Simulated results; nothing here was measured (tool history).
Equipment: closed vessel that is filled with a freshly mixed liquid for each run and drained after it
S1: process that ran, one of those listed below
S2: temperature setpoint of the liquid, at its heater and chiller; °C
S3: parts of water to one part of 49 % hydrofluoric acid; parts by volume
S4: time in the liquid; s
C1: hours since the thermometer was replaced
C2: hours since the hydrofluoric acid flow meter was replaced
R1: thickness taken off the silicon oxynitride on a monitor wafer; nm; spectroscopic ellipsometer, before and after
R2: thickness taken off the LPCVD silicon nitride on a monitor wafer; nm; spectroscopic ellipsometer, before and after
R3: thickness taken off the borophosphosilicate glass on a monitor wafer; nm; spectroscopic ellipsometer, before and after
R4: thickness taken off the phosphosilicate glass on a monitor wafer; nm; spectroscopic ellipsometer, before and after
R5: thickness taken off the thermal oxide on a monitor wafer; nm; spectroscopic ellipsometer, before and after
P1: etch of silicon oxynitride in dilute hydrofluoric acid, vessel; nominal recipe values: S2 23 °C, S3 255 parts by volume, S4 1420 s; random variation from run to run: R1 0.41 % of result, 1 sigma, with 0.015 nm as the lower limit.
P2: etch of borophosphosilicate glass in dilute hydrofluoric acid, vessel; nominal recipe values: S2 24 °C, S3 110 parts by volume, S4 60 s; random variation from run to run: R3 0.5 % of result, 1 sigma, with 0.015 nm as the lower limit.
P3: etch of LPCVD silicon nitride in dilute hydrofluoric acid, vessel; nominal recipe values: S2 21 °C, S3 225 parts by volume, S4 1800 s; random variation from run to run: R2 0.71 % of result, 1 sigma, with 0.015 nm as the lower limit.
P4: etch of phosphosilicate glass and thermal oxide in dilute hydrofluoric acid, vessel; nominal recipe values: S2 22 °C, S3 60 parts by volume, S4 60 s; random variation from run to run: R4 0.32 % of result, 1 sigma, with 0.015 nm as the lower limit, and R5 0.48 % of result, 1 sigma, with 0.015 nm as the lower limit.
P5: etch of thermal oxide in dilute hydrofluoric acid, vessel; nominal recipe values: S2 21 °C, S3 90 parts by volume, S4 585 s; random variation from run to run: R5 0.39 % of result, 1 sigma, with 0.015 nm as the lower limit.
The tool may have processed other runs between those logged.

{"run": 1, "hour": 10.4, "S1": "P1", "S2": 23, "S3": 255, "S4": 1420, "C1": 438.1, "C2": 496.7, "R1": 6.8579}
{"run": 2, "hour": 18.8, "S1": "P3", "S2": 21, "S3": 225, "S4": 140, "C1": 446.5, "C2": 505.1, "R2": 0.27877}
{"run": 3, "hour": 27.1, "S1": "P1", "S2": 31.5, "S3": 255, "S4": 1420, "C1": 454.8, "C2": 513.4, "R1": 9.9805}
{"run": 4, "hour": 34.4, "S1": "P1", "S2": 23, "S3": 255, "S4": 400, "C1": 462.1, "C2": 520.7, "R1": 1.9516}
{"run": 5, "hour": 43.2, "S1": "P1", "S2": 23, "S3": 255, "S4": 2200, "C1": 470.9, "C2": 529.5, "R1": 10.767}
{"run": 6, "hour": 48.0, "S1": "P2", "S2": 28.5, "S3": 110, "S4": 60, "C1": 475.7, "C2": 534.3, "R3": 35.047}
{"run": 7, "hour": 58.7, "S1": "P3", "S2": 21, "S3": 225, "S4": 1800, "C1": 486.4, "C2": 545, "R2": 3.5841}
{"run": 8, "hour": 68.7, "S1": "P1", "S2": 18.5, "S3": 255, "S4": 1420, "C1": 496.4, "C2": 555, "R1": 5.6557}
{"run": 9, "hour": 74.8, "S1": "P2", "S2": 24, "S3": 110, "S4": 60, "C1": 502.5, "C2": 561.1, "R3": 29.291}
{"run": 10, "hour": 81.9, "S1": "P1", "S2": 18.5, "S3": 400, "S4": 1420, "C1": 509.6, "C2": 568.2, "R1": 3.3491}
{"run": 11, "hour": 89.4, "S1": "P4", "S2": 22, "S3": 60, "S4": 60, "C1": 517.1, "C2": 575.7, "R4": 149.43, "R5": 4.4778}
{"run": 12, "hour": 99.7, "S1": "P1", "S2": 23, "S3": 255, "S4": 1420, "C1": 527.4, "C2": 586, "R1": 6.933}
{"run": 13, "hour": 107.0, "S1": "P1", "S2": 23, "S3": 90, "S4": 1420, "C1": 534.7, "C2": 593.3, "R1": 22.177}
{"run": 14, "hour": 117.1, "S1": "P1", "S2": 19.5, "S3": 50, "S4": 1420, "C1": 544.8, "C2": 603.4, "R1": 34.445}
{"run": 15, "hour": 127.7, "S1": "P5", "S2": 21, "S3": 90, "S4": 1020, "C1": 555.4, "C2": 614, "R5": 46.863}
{"run": 16, "hour": 136.1, "S1": "P1", "S2": 23, "S3": 255, "S4": 1420, "C1": 563.8, "C2": 622.4, "R1": 6.9562}
{"run": 17, "hour": 141.5, "S1": "P3", "S2": 17, "S3": 225, "S4": 1800, "C1": 569.2, "C2": 627.8, "R2": 2.7313}
{"run": 18, "hour": 151.8, "S1": "P2", "S2": 24, "S3": 110, "S4": 30, "C1": 579.5, "C2": 638.1, "R3": 14.817}
{"run": 19, "hour": 160.3, "S1": "P2", "S2": 24, "S3": 150, "S4": 60, "C1": 588, "C2": 646.6, "R3": 20.621}
{"run": 20, "hour": 168.8, "S1": "P3", "S2": 21, "S3": 385, "S4": 1800, "C1": 596.5, "C2": 655.1, "R2": 2.0974}
{"run": 21, "hour": 177.5, "S1": "P4", "S2": 27.5, "S3": 60, "S4": 60, "C1": 605.2, "C2": 663.8, "R4": 187.05, "R5": 5.5557}
{"run": 22, "hour": 185.2, "S1": "P5", "S2": 21, "S3": 155, "S4": 585, "C1": 612.9, "C2": 671.5, "R5": 14.578}
{"run": 23, "hour": 194.5, "S1": "P1", "S2": 17, "S3": 355, "S4": 1420, "C1": 622.2, "C2": 680.8, "R1": 3.6226}
{"run": 24, "hour": 199.6, "S1": "P4", "S2": 22, "S3": 60, "S4": 60, "C1": 627.3, "C2": 685.9, "R4": 149.71, "R5": 4.5241}
{"run": 25, "hour": 209.9, "S1": "P5", "S2": 27, "S3": 90, "S4": 585, "C1": 637.6, "C2": 696.2, "R5": 34.072}

Estimate the outcome of run 26 from the log above:
{"run": 26, "hour": 214.9, "S1": "P1", "S2": 23, "S3": 255, "S4": 1420, "C1": 642.6, "C2": 701.2, "R1": "?"}

R1: 6.8984 nm
